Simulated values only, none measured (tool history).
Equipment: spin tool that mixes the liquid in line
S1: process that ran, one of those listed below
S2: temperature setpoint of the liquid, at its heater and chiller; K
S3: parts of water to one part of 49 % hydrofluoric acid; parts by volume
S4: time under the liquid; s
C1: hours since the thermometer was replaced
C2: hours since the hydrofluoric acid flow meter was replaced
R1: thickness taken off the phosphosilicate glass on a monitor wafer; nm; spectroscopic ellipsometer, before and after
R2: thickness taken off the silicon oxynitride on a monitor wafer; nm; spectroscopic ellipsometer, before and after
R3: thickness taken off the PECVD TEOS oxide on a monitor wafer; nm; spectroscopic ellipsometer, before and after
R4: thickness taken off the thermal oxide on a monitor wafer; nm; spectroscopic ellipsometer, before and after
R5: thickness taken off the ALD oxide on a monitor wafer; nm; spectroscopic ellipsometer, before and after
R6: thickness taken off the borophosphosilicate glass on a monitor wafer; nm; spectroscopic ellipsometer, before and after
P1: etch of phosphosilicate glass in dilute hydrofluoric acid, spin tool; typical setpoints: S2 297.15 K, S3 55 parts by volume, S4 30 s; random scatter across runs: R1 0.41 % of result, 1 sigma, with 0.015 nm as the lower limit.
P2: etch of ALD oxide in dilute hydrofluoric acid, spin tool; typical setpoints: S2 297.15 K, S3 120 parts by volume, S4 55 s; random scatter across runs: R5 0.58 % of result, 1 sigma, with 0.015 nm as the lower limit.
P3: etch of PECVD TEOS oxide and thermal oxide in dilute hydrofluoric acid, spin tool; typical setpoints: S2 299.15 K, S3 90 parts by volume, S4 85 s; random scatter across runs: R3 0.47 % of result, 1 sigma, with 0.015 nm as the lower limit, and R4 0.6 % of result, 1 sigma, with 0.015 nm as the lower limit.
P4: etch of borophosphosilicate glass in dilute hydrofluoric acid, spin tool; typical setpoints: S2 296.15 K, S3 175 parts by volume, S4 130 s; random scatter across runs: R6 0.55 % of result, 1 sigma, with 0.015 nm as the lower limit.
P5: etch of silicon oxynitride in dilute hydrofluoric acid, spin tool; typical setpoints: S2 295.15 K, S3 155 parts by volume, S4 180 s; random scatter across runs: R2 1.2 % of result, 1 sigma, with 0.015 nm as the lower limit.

run   hour  S1      S2   S3   S4     C1      C2      R1       R2      R3      R4      R5      R6
  1    9.2  P1  297.15   55   30  789.9    1492  55.227
  2   18.9  P5  295.15  155   25  799.6  1501.7          0.37171
  3   26.4  P3  299.15   90   15  807.1  1509.2                   2.4054  0.8903
  4   36.1  P2  292.15  120   55  816.8  1518.9                                   3.7565
  5   45.4  P1  297.15   55   30  826.1  1528.2  55.534
  6   56.9  P4  296.15  175  130  837.6  1539.7                                           48.948
  7   66.2  P1  301.15   20   30  846.9    1549  189.88
  8   75.4  P1  290.65   55   30  856.1  1558.2   42.27
  9   86.5  P4  296.15  175  200  867.2  1569.3                                           75.173
 10   94.8  P2  297.15  120  115  875.5  1577.6                                   9.6709
 11  107.1  P1  303.65   55   60  887.8  1589.9  144.31
 12  116.5  P2  297.15  185   55  897.2  1599.3                                   2.7822
 13  125.8  P4  296.15  320  130  906.5  1608.6                                           23.004
 14    136  P1  297.15   55   15  916.7  1618.8  27.825
 15  146.5  P1  305.65   55   30  927.2  1629.3  78.342
 16  158.5  P3  299.15  165   85  939.2  1641.3                    6.768  2.4911
 17  166.4  P2  297.15  120   55  947.1  1649.2                                   4.6075
 18  176.8  P1  297.15  100   30  957.5  1659.6  28.783
 19  186.9  P1  297.15   20   30  967.6  1669.7  159.76
 20    198  P1  297.15   55   30  978.7  1680.8  55.198
 21  205.3  P1  291.15   55   45    986  1688.1   64.53
     212.5  -- thermometer replaced
 22  217.1  P3  299.15   90   85    4.7  1699.9                   13.578  5.0523
 23  232.7  P3  291.15   90   85   20.3  1715.5                   9.8663  3.6085
 24  240.1  P5  295.15  155  180   27.7  1722.9           2.3756
 25  255.7  P5  295.15  280  180   43.3  1738.5           1.2256
 26  267.2  P1  297.15   55   30   54.8    1750  55.798
 27  280.3  P5  295.15  155  180   67.9  1763.1           2.4091
 28  289.5  P4  303.65  175  130   77.1  1772.3                                           64.152
 29  303.9  P1  297.15   55   60   91.5  1786.7   110.5
 30  317.4  P5  300.65  155  180    105  1800.2           3.0737
 31  327.9  P1  297.15   55   30  115.5  1810.7  55.898
 32  337.3  P1  297.15   55   30  124.9  1820.1  56.778
 33  348.3  P1  297.15   55   30  135.9  1831.1  58.384
 34  362.9  P1  297.15   55   30  150.5  1845.7  59.423
 35  378.1  P1  297.15   55   30  165.7  1860.9  60.064
 36  392.7  P1  297.15   55   30  180.3  1875.5  60.106
 37  406.6  P1  297.15   55   30  194.2  1889.4  61.076
 38  416.2  P1  297.15   55   30  203.8    1899  61.267
 39    427  P1  297.15   55   30  214.6  1909.8   60.76
 40  440.2  P1  297.15   55   30  227.8    1923  60.815
 41  447.6  P1  297.15   55   30  235.2  1930.4  61.195

P1 has crept away from where it was. The log is fitted equally well by each of these 2 causes, at the sizes shown:
A: liquid hotter than its thermometer reads (K) = 2.31
B: hydrofluoric acid flow above the setpoint (%) = 9.14
At approximately hour 327.9, the process output began to creep.

Listed below are the offered check runs, one wafer per run, with question marks in place of results. For which of them would the causes give clearly different outcomes?
check 1   455  P3  291.65  150   85                   ?   ?
check 2   455  P5  295.15  255   85               ?
check 3   455  P2  292.15  120   95                           ?
check 4   455  P4  301.15  305  130                               ?

If the cause were each of the candidates in turn, the checks would give the following:
  check  result     if A     if B
check 1      R3   6.1961   6.2454
check 1      R4      2.3   2.3183
check 2      R2  0.71003  0.71062
check 3      R5   7.1459   7.1792
check 4      R6   31.431   32.704
How far apart the two closest causes lie, in the result that separates them most: check 1 0.79 %; check 2 0.08 %; check 3 0.46 %; check 4 3.97 %
Check 4 tells the causes apart: in the others they would give nearly the same result.

After running check 4, the following was obtained: R6 32.883 nm. Which cause does this point to?

The correct cause is B, namely: hydrofluoric acid flow above the setpoint (%).
